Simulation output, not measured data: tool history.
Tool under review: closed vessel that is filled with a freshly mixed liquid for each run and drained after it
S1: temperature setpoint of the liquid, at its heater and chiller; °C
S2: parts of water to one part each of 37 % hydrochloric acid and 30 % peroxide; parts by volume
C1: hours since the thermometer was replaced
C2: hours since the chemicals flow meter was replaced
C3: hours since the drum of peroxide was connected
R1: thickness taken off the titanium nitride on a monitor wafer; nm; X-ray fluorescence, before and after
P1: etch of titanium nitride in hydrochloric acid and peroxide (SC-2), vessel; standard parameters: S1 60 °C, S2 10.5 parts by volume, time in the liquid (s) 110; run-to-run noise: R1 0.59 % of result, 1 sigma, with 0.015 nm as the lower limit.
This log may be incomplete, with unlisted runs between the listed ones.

{"run": 1, "hour": 8.5, "S1": 60, "S2": 10.5, "time in the liquid (s)": 110, "C1": 178, "C2": 650.3, "C3": 1067.3, "R1": 5.4494}
{"run": 2, "hour": 18.4, "S1": 71.5, "S2": 10.5, "time in the liquid (s)": 110, "C1": 187.9, "C2": 660.2, "C3": 1077.2, "R1": 10.784}
{"run": 3, "hour": 32.0, "S1": 60, "S2": 17.5, "time in the liquid (s)": 110, "C1": 201.5, "C2": 673.8, "C3": 1090.8, "R1": 3.4653}
{"hour": 40.8, "done": "new drum of peroxide connected"}
{"run": 4, "hour": 42.7, "S1": 60, "S2": 10.5, "time in the liquid (s)": 30, "C1": 212.2, "C2": 684.5, "C3": 1.9, "R1": 1.4964}
{"run": 5, "hour": 51.4, "S1": 44.5, "S2": 10.5, "time in the liquid (s)": 110, "C1": 220.9, "C2": 693.2, "C3": 10.6, "R1": 1.9764}
{"run": 6, "hour": 58.5, "S1": 69, "S2": 10.5, "time in the liquid (s)": 155, "C1": 228, "C2": 700.3, "C3": 17.7, "R1": 13.323}
{"run": 7, "hour": 72.5, "S1": 60, "S2": 10.5, "time in the liquid (s)": 110, "C1": 242, "C2": 714.3, "C3": 31.7, "R1": 5.4634}
{"run": 8, "hour": 82.3, "S1": 60, "S2": 10.5, "time in the liquid (s)": 110, "C1": 251.8, "C2": 724.1, "C3": 41.5, "R1": 5.4831}
{"run": 9, "hour": 95.6, "S1": 72, "S2": 18, "time in the liquid (s)": 110, "C1": 265.1, "C2": 737.4, "C3": 54.8, "R1": 7.0663}
{"run": 10, "hour": 103.7, "S1": 60, "S2": 4, "time in the liquid (s)": 110, "C1": 273.2, "C2": 745.5, "C3": 62.9, "R1": 11.38}
{"run": 11, "hour": 116.3, "S1": 60, "S2": 10.5, "time in the liquid (s)": 110, "C1": 285.8, "C2": 758.1, "C3": 75.5, "R1": 5.4942}
{"run": 12, "hour": 127.2, "S1": 60, "S2": 10.5, "time in the liquid (s)": 110, "C1": 296.7, "C2": 769, "C3": 86.4, "R1": 5.4774}
{"run": 13, "hour": 136.7, "S1": 60, "S2": 10.5, "time in the liquid (s)": 215, "C1": 306.2, "C2": 778.5, "C3": 95.9, "R1": 10.723}
{"run": 14, "hour": 143.2, "S1": 60, "S2": 10.5, "time in the liquid (s)": 110, "C1": 312.7, "C2": 785, "C3": 102.4, "R1": 5.4851}
{"run": 15, "hour": 157.6, "S1": 60, "S2": 10.5, "time in the liquid (s)": 110, "C1": 327.1, "C2": 799.4, "C3": 116.8, "R1": 5.7844}
{"run": 16, "hour": 172.2, "S1": 60, "S2": 10.5, "time in the liquid (s)": 110, "C1": 341.7, "C2": 814, "C3": 131.4, "R1": 5.9517}
{"run": 17, "hour": 181.2, "S1": 60, "S2": 10.5, "time in the liquid (s)": 110, "C1": 350.7, "C2": 823, "C3": 140.4, "R1": 5.9137}
{"run": 18, "hour": 189.6, "S1": 60, "S2": 10.5, "time in the liquid (s)": 110, "C1": 359.1, "C2": 831.4, "C3": 148.8, "R1": 5.9137}
{"run": 19, "hour": 198.6, "S1": 60, "S2": 10.5, "time in the liquid (s)": 110, "C1": 368.1, "C2": 840.4, "C3": 157.8, "R1": 6.0426}
{"run": 20, "hour": 213.1, "S1": 60, "S2": 10.5, "time in the liquid (s)": 110, "C1": 382.6, "C2": 854.9, "C3": 172.3, "R1": 5.959}

Something has made what P1 gives creep away from where it was; the 2 causes below, each at its own stated size, fit the log equally well:
A: liquid hotter than its thermometer reads (K) = 1.47
B: chemicals flow above the setpoint (%) = 11.6
The creep began at about hour 143.2.
Every other cause this tool's parts could produce, and why it does not fit the log:
peroxide weaker than its label (%): cannot exceed 8; that much would move R1 by -7.4 %, which falls short of the creep or goes against it

Consider the 4 check runs below, whose results appear as question marks and each of which averages 3 wafers. Which one distinguishes the causes, in that each cause would give it a clearly different result?
{"run": "check 1", "hour": 227.6, "S1": 49.5, "S2": 4, "time in the liquid (s)": 110, "R1": "?"}
{"run": "check 2", "hour": 227.6, "S1": 66.5, "S2": 10.5, "time in the liquid (s)": 190, "R1": "?"}
{"run": "check 3", "hour": 227.6, "S1": 60, "S2": 17.5, "time in the liquid (s)": 210, "R1": "?"}
{"run": "check 4", "hour": 227.6, "S1": 60, "S2": 17, "time in the liquid (s)": 30, "R1": "?"}

What every check run would give for each of its results, assuming each possible cause in turn:
check=check_1 result=R1 if_A=6.3572 if_B=6.1939
check=check_2 result=R1 if_A=15.375 if_B=15.421
check=check_3 result=R1 if_A=7.3275 if_B=7.3724
check=check_4 result=R1 if_A=1.0743 if_B=1.0806
Distance between the nearest two causes, measured in the result of the check that separates them most: check 1 2.6 %; check 2 0.3 %; check 3 0.61 %; check 4 0.58 %
Of the check runs offered, only check 1 discriminates between the causes; the rest would read about the same regardless of which cause applies.

Check 1 was then run and gave: R1 6.2024 nm. Which cause is it?

B is the cause: chemicals flow above the setpoint (%).
